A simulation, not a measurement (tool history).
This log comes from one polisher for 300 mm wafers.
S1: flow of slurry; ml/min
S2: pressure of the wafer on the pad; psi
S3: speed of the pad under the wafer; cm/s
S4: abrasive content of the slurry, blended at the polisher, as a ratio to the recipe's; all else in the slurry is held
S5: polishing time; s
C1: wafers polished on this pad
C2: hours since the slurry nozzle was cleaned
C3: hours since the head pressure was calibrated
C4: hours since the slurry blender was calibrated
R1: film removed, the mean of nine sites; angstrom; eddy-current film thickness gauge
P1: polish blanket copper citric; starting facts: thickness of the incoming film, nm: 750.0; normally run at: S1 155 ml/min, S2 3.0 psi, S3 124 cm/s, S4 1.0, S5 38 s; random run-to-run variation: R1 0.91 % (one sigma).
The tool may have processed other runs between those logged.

{"run": 1, "day": 0.692, "S1": 155, "S2": 3.0, "S3": 124, "S4": 1.0, "S5": 38, "C1": 774, "C2": 256.8, "C3": 542.5, "C4": 34.0, "R1": 932.22}
{"run": 2, "day": 1.117, "S1": 155, "S2": 3.0, "S3": 124, "S4": 1.0, "S5": 38, "C1": 922, "C2": 267.0, "C3": 552.7, "C4": 44.2, "R1": 939.53}
{"run": 3, "day": 1.842, "S1": 155, "S2": 3.0, "S3": 80, "S4": 1.0, "S5": 38, "C1": 1175, "C2": 284.4, "C3": 570.1, "C4": 61.6, "R1": 610.85}
{"run": 4, "day": 2.562, "S1": 155, "S2": 3.0, "S3": 196, "S4": 1.0, "S5": 38, "C1": 1426, "C2": 301.7, "C3": 587.4, "C4": 78.9, "R1": 1480.3}
{"run": 5, "day": 3.271, "S1": 155, "S2": 3.0, "S3": 154, "S4": 1.0, "S5": 49, "C1": 1673, "C2": 318.7, "C3": 604.4, "C4": 95.9, "R1": 1483.7}
{"run": 6, "day": 3.875, "S1": 155, "S2": 3.0, "S3": 124, "S4": 1.0, "S5": 38, "C1": 1884, "C2": 333.2, "C3": 618.9, "C4": 110.4, "R1": 945.12}
{"run": 7, "day": 4.275, "S1": 225, "S2": 3.0, "S3": 124, "S4": 1.0, "S5": 55, "C1": 2023, "C2": 342.8, "C3": 628.5, "C4": 120.0, "R1": 1419.5}
{"run": 8, "day": 4.888, "S1": 155, "S2": 3.0, "S3": 124, "S4": 1.5, "S5": 38, "C1": 2237, "C2": 357.5, "C3": 643.2, "C4": 134.7, "R1": 1018.7}
{"run": 9, "day": 5.442, "S1": 155, "S2": 3.0, "S3": 124, "S4": 1.0, "S5": 38, "C1": 2430, "C2": 370.8, "C3": 656.5, "C4": 148.0, "R1": 931.01}
{"run": 10, "day": 5.754, "S1": 155, "S2": 3.0, "S3": 124, "S4": 1.0, "S5": 55, "C1": 2539, "C2": 378.3, "C3": 664.0, "C4": 155.5, "R1": 1352.8}
{"run": 11, "day": 6.25, "S1": 155, "S2": 3.0, "S3": 124, "S4": 1.0, "S5": 18, "C1": 2712, "C2": 390.2, "C3": 675.9, "C4": 167.4, "R1": 440.04}
{"run": 12, "day": 6.858, "S1": 155, "S2": 3.0, "S3": 124, "S4": 0.6, "S5": 38, "C1": 2924, "C2": 404.8, "C3": 690.5, "C4": 182.0, "R1": 833.88}
{"run": 13, "day": 7.517, "S1": 95, "S2": 3.0, "S3": 124, "S4": 1.0, "S5": 38, "C1": 3154, "C2": 420.6, "C3": 706.3, "C4": 197.8, "R1": 841.86}
{"run": 14, "day": 8.088, "S1": 155, "S2": 2.2, "S3": 124, "S4": 1.0, "S5": 38, "C1": 3353, "C2": 434.3, "C3": 720.0, "C4": 211.5, "R1": 683.33}
{"run": 15, "day": 8.504, "S1": 155, "S2": 4.4, "S3": 124, "S4": 1.0, "S5": 38, "C1": 3498, "C2": 444.3, "C3": 730.0, "C4": 221.5, "R1": 1369.0}
{"run": 16, "day": 9.0, "S1": 155, "S2": 3.0, "S3": 124, "S4": 1.0, "S5": 38, "C1": 3671, "C2": 456.2, "C3": 741.9, "C4": 233.4, "R1": 929.02}
{"run": 17, "day": 9.696, "S1": 205, "S2": 3.0, "S3": 124, "S4": 1.0, "S5": 38, "C1": 3914, "C2": 472.9, "C3": 758.6, "C4": 250.1, "R1": 969.39}
{"run": 18, "day": 10.05, "S1": 155, "S2": 4.4, "S3": 124, "S4": 0.7, "S5": 38, "C1": 4038, "C2": 481.4, "C3": 767.1, "C4": 258.6, "R1": 1268.6}
{"run": 19, "day": 10.775, "S1": 155, "S2": 3.0, "S3": 124, "S4": 1.0, "S5": 38, "C1": 4290, "C2": 498.8, "C3": 784.5, "C4": 276.0, "R1": 934.37}
{"run": 20, "day": 11.475, "S1": 155, "S2": 3.0, "S3": 124, "S4": 1.0, "S5": 38, "C1": 4534, "C2": 515.6, "C3": 801.3, "C4": 292.8, "R1": 925.04}
{"run": 21, "day": 11.817, "S1": 155, "S2": 3.0, "S3": 124, "S4": 1.0, "S5": 38, "C1": 4654, "C2": 523.8, "C3": 809.5, "C4": 301.0, "R1": 914.26}
{"run": 22, "day": 12.529, "S1": 155, "S2": 3.0, "S3": 124, "S4": 1.0, "S5": 38, "C1": 4902, "C2": 540.9, "C3": 826.6, "C4": 318.1, "R1": 905.71}
{"run": 23, "day": 13.158, "S1": 155, "S2": 3.0, "S3": 124, "S4": 1.0, "S5": 38, "C1": 5122, "C2": 556.0, "C3": 841.7, "C4": 333.2, "R1": 868.77}
{"run": 24, "day": 13.75, "S1": 155, "S2": 3.0, "S3": 124, "S4": 1.0, "S5": 38, "C1": 5328, "C2": 570.2, "C3": 855.9, "C4": 347.4, "R1": 863.87}
{"day": 13.783, "done": "slurry blender recalibrated"}
{"day": 13.867, "done": "worn pad replaced by a new one"}
{"run": 25, "day": 14.183, "S1": 155, "S2": 3.0, "S3": 124, "S4": 1.0, "S5": 38, "C1": 111, "C2": 580.6, "C3": 866.3, "C4": 9.7, "R1": 858.56}
{"run": 26, "day": 14.621, "S1": 155, "S2": 3.0, "S3": 124, "S4": 1.0, "S5": 38, "C1": 263, "C2": 591.1, "C3": 876.8, "C4": 20.2, "R1": 849.81}
{"run": 27, "day": 15.042, "S1": 155, "S2": 3.0, "S3": 124, "S4": 1.0, "S5": 38, "C1": 410, "C2": 601.2, "C3": 886.9, "C4": 30.3, "R1": 863.9}
{"run": 28, "day": 15.571, "S1": 155, "S2": 3.0, "S3": 124, "S4": 1.0, "S5": 38, "C1": 595, "C2": 613.9, "C3": 899.6, "C4": 43.0, "R1": 863.19}
{"run": 29, "day": 16.117, "S1": 155, "S2": 3.0, "S3": 124, "S4": 1.0, "S5": 38, "C1": 785, "C2": 627.0, "C3": 912.7, "C4": 56.1, "R1": 840.82}
{"run": 30, "day": 16.612, "S1": 155, "S2": 3.0, "S3": 124, "S4": 1.0, "S5": 38, "C1": 958, "C2": 638.9, "C3": 924.6, "C4": 68.0, "R1": 834.43}

Compared with where it was, what P1 gives has crept away. Each cause listed below fits the log as well as the rest, at the size given for it:
A: slurry flow missing at the pad, % = 34.4
B: head's pressure below its setpoint, % = 8.42
At approximately day 11.475, the process output began to creep.
Ruled out, with reasons:
removal rate lost through wear of the pad, %: its service at day 13.867 followed the start of the drift and did not put the process back to its old value
abrasive missing from the slurry, %: its service at day 13.783 followed the start of the drift and did not put the process back to its old value

Below are 4 check runs, each averaged over 5 wafers, with their results shown as question marks. Which of them would give clearly different results depending on which cause is behind the drift?
{"run": "check 1", "day": 17.108, "S1": 155, "S2": 3.7, "S3": 192, "S4": 1.0, "S5": 38, "R1": "?"}
{"run": "check 2", "day": 17.108, "S1": 155, "S2": 3.8, "S3": 124, "S4": 1.35, "S5": 38, "R1": "?"}
{"run": "check 3", "day": 17.108, "S1": 155, "S2": 3.0, "S3": 88, "S4": 0.7, "S5": 38, "R1": "?"}
{"run": "check 4", "day": 17.108, "S1": 110, "S2": 3.0, "S3": 98, "S4": 1.0, "S5": 38, "R1": "?"}

What each check would give under each cause:
check=check_1 result=R1 if_A=1621.20 if_B=1619.60
check=check_2 result=R1 if_A=1154.00 if_B=1153.50
check=check_3 result=R1 if_A=568.79 if_B=569.12
check=check_4 result=R1 if_A=617.21 if_B=636.55
Separation of the two closest causes in each check, using whichever result separates them best: check 1 0.1 %; check 2 0.05 %; check 3 0.06 %; check 4 3.09 %
Check 4 distinguishes between the causes, while the remaining checks would return nearly the same result for all of them.

Then check 4 was run and gave: R1 632.35 angstrom. Which cause is it?

Of the candidate causes, it is B: head's pressure below its setpoint, %.

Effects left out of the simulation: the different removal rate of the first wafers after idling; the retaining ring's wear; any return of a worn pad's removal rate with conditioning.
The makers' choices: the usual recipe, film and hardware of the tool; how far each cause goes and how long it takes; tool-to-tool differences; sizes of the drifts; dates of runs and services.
